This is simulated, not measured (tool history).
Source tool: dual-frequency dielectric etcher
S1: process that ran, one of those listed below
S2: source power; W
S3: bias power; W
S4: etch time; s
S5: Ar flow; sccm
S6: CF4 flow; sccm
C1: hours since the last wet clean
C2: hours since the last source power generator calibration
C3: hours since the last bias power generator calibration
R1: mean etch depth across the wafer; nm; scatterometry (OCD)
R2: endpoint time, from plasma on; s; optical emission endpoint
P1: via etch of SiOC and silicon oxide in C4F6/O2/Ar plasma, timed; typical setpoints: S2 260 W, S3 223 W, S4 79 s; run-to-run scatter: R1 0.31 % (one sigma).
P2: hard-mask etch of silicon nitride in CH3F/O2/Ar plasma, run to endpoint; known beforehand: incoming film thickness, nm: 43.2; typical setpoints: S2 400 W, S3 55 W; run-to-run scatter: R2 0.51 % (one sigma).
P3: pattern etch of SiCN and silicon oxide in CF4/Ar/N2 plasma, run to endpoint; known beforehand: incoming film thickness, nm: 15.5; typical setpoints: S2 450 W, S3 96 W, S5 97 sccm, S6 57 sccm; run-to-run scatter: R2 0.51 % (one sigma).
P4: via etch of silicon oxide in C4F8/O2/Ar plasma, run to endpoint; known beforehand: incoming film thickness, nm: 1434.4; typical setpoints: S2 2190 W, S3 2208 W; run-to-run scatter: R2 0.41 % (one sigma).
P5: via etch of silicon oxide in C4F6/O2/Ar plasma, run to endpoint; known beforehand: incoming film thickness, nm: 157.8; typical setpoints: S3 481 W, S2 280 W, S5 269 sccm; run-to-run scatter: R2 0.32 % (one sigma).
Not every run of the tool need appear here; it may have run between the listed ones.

Run 1, hour 6.1: S1 P1, S2 260 W, S3 223 W, S4 79 s; C1 391.1; C2 1497.3; C3 3098.8. Result: R1 79.999 nm.
Run 2, hour 10.4: S1 P3, S2 300 W, S3 96 W, S5 97 sccm, S6 57 sccm; C1 395.4; C2 1501.6; C3 3103.1. Result: R2 22.812 s.
Run 3, hour 14.5: S1 P3, S2 450 W, S3 96 W, S5 118 sccm, S6 57 sccm; C1 399.5; C2 1505.7; C3 3107.2. Result: R2 16.579 s.
Run 4, hour 17.5: S1 P1, S2 260 W, S3 223 W, S4 79 s; C1 402.5; C2 1508.7; C3 3110.2. Result: R1 79.619 nm.
Run 5, hour 23.1: S1 P3, S2 450 W, S3 96 W, S5 97 sccm, S6 80 sccm; C1 408.1; C2 1514.3; C3 3115.8. Result: R2 15.321 s.
Run 6, hour 29.3: S1 P1, S2 260 W, S3 223 W, S4 53.5 s; C1 414.3; C2 1520.5; C3 3122. Result: R1 53.722 nm.
Run 7, hour 32.3: S1 P1, S2 260 W, S3 223 W, S4 79 s; C1 417.3; C2 1523.5; C3 3125. Result: R1 79.38 nm.
Run 8, hour 36.4: S1 P1, S2 260 W, S3 223 W, S4 79 s; C1 421.4; C2 1527.6; C3 3129.1. Result: R1 79.793 nm.
Run 9, hour 40.7: S1 P1, S2 260 W, S3 223 W, S4 79 s; C1 425.7; C2 1531.9; C3 3133.4. Result: R1 79.468 nm.
Run 10, hour 44: S1 P1, S2 200 W, S3 223 W, S4 59.5 s; C1 429; C2 1535.2; C3 3136.7. Result: R1 54.326 nm.
Run 11, hour 49.7: S1 P3, S2 450 W, S3 96 W, S5 97 sccm, S6 57 sccm; C1 434.7; C2 1540.9; C3 3142.4. Result: R2 15.967 s.
Run 12, hour 55.6: S1 P2, S2 280 W, S3 55 W; C1 440.6; C2 1546.8; C3 3148.3. Result: R2 81.029 s.
Run 13, hour 59.4: S1 P2, S2 400 W, S3 55 W; C1 444.4; C2 1550.6; C3 3152.1. Result: R2 70.217 s.
Run 14, hour 65.9: S1 P5, S2 170 W, S3 481 W, S5 269 sccm; C1 450.9; C2 1557.1; C3 3158.6. Result: R2 46.991 s.
Run 15, hour 70.3: S1 P1, S2 260 W, S3 223 W, S4 116 s; C1 455.3; C2 1561.5; C3 3163. Result: R1 116.59 nm.
Run 16, hour 76.8: S1 P1, S2 260 W, S3 284 W, S4 79 s; C1 461.8; C2 1568; C3 3169.5. Result: R1 86.85 nm.
Run 17, hour 82.8: S1 P4, S2 1300 W, S3 2208 W; C1 467.8; C2 1574; C3 3175.5. Result: R2 321.16 s.
Run 18, hour 85.6: S1 P2, S2 400 W, S3 68 W; C1 470.6; C2 1576.8; C3 3178.3. Result: R2 65.76 s.
Run 19, hour 90.3: S1 P1, S2 260 W, S3 295 W, S4 110.5 s; C1 475.3; C2 1581.5; C3 3183. Result: R1 123 nm.
Run 20, hour 95.4: S1 P5, S2 280 W, S3 391 W, S5 269 sccm; C1 480.4; C2 1586.6; C3 3188.1. Result: R2 42.633 s.
Run 21, hour 99.2: S1 P5, S2 280 W, S3 481 W, S5 194 sccm; C1 484.2; C2 1590.4; C3 3191.9. Result: R2 37.885 s.
Run 22, hour 104.8: S1 P1, S2 260 W, S3 162 W, S4 79 s; C1 489.8; C2 1596; C3 3197.5. Result: R1 71.328 nm.
Run 23, hour 108.2: S1 P1, S2 210 W, S3 223 W, S4 79 s; C1 493.2; C2 1599.4; C3 3200.9. Result: R1 73.098 nm.
Run 24, hour 111.5: S1 P4, S2 2190 W, S3 2813 W; C1 496.5; C2 1602.7; C3 3204.2. Result: R2 241.28 s.
Run 25, hour 115.1: S1 P1, S2 320 W, S3 223 W, S4 79 s; C1 500.1; C2 1606.3; C3 3207.8. Result: R1 86.533 nm.
At hour 118.6: wet clean of the chamber.
Run 26, hour 121.2: S1 P2, S2 400 W, S3 55 W; C1 2.6; C2 1612.4; C3 3213.9. Result: R2 70.238 s.
Run 27, hour 126.9: S1 P3, S2 450 W, S3 119 W, S5 97 sccm, S6 57 sccm; C1 8.3; C2 1618.1; C3 3219.6. Result: R2 14.901 s.
Run 28, hour 130: S1 P4, S2 2190 W, S3 2208 W; C1 11.4; C2 1621.2; C3 3222.7. Result: R2 260.8 s.
Run 29, hour 132.9: S1 P5, S2 280 W, S3 481 W, S5 269 sccm; C1 14.3; C2 1624.1; C3 3225.6. Result: R2 39.151 s.
Run 30, hour 138.7: S1 P1, S2 260 W, S3 223 W, S4 79 s; C1 20.1; C2 1629.9; C3 3231.4. Result: R1 79.369 nm.
Run 31, hour 144.9: S1 P1, S2 260 W, S3 223 W, S4 79 s; C1 26.3; C2 1636.1; C3 3237.6. Result: R1 79.175 nm.
Run 32, hour 147.8: S1 P1, S2 260 W, S3 223 W, S4 79 s; C1 29.2; C2 1639; C3 3240.5. Result: R1 78.575 nm.
Run 33, hour 151.7: S1 P1, S2 260 W, S3 223 W, S4 79 s; C1 33.1; C2 1642.9; C3 3244.4. Result: R1 78.399 nm.
Run 34, hour 156.5: S1 P1, S2 260 W, S3 223 W, S4 79 s; C1 37.9; C2 1647.7; C3 3249.2. Result: R1 78.383 nm.
Run 35, hour 159.7: S1 P1, S2 260 W, S3 223 W, S4 79 s; C1 41.1; C2 1650.9; C3 3252.4. Result: R1 78.468 nm.
At hour 160.9: wet clean of the chamber.
Run 36, hour 164.1: S1 P1, S2 260 W, S3 223 W, S4 79 s; C1 3.2; C2 1655.3; C3 3256.8. Result: R1 78.084 nm.
Run 37, hour 169.3: S1 P1, S2 260 W, S3 223 W, S4 79 s; C1 8.4; C2 1660.5; C3 3262. Result: R1 78.149 nm.

Compared with where it was, what P1 gives has crept away. Each cause listed below fits the log as well as the rest, at the size given for it:
A: source power that arrives under what is set, % = 4.45
B: bias power that arrives under what is set, % = 4.9
The process output started creeping at around hour 138.7.
Excluded causes, each with its reason:
chamber walls in a state that lowers the etch rate, %: serviced at hour 160.9, after the drift had started, without restoring the earlier output

Below are 4 check runs, each averaged over 3 wafers, with their results shown as question marks. Which of them would give clearly different results depending on which cause is behind the drift?
Run check 1, hour 174.5: S1 P4, S2 2190 W, S3 2208 W. Result: R2 ?.
Run check 2, hour 174.5: S1 P5, S2 280 W, S3 481 W, S5 269 sccm. Result: R2 ?.
Run check 3, hour 174.5: S1 P3, S2 450 W, S3 96 W, S5 97 sccm, S6 57 sccm. Result: R2 ?.
Run check 4, hour 174.5: S1 P2, S2 400 W, S3 55 W. Result: R2 ?.

How each check would come out, cause by cause:
  check  result    if A    if B
check 1      R2  265.88  264.92
check 2      R2  39.892  39.981
check 3      R2  16.791  16.436
check 4      R2   71.33  71.219
Gap, in per cent, between the two causes that each check separates least, read from the result that separates them most: check 1 0.36 %; check 2 0.22 %; check 3 2.14 %; check 4 0.16 %
Of the check runs offered, only check 3 discriminates between the causes; the rest would read about the same regardless of which cause applies.

Check 3 was then run and gave: R2 16.821 s. Which cause is it?

A is the cause: source power that arrives under what is set, %.
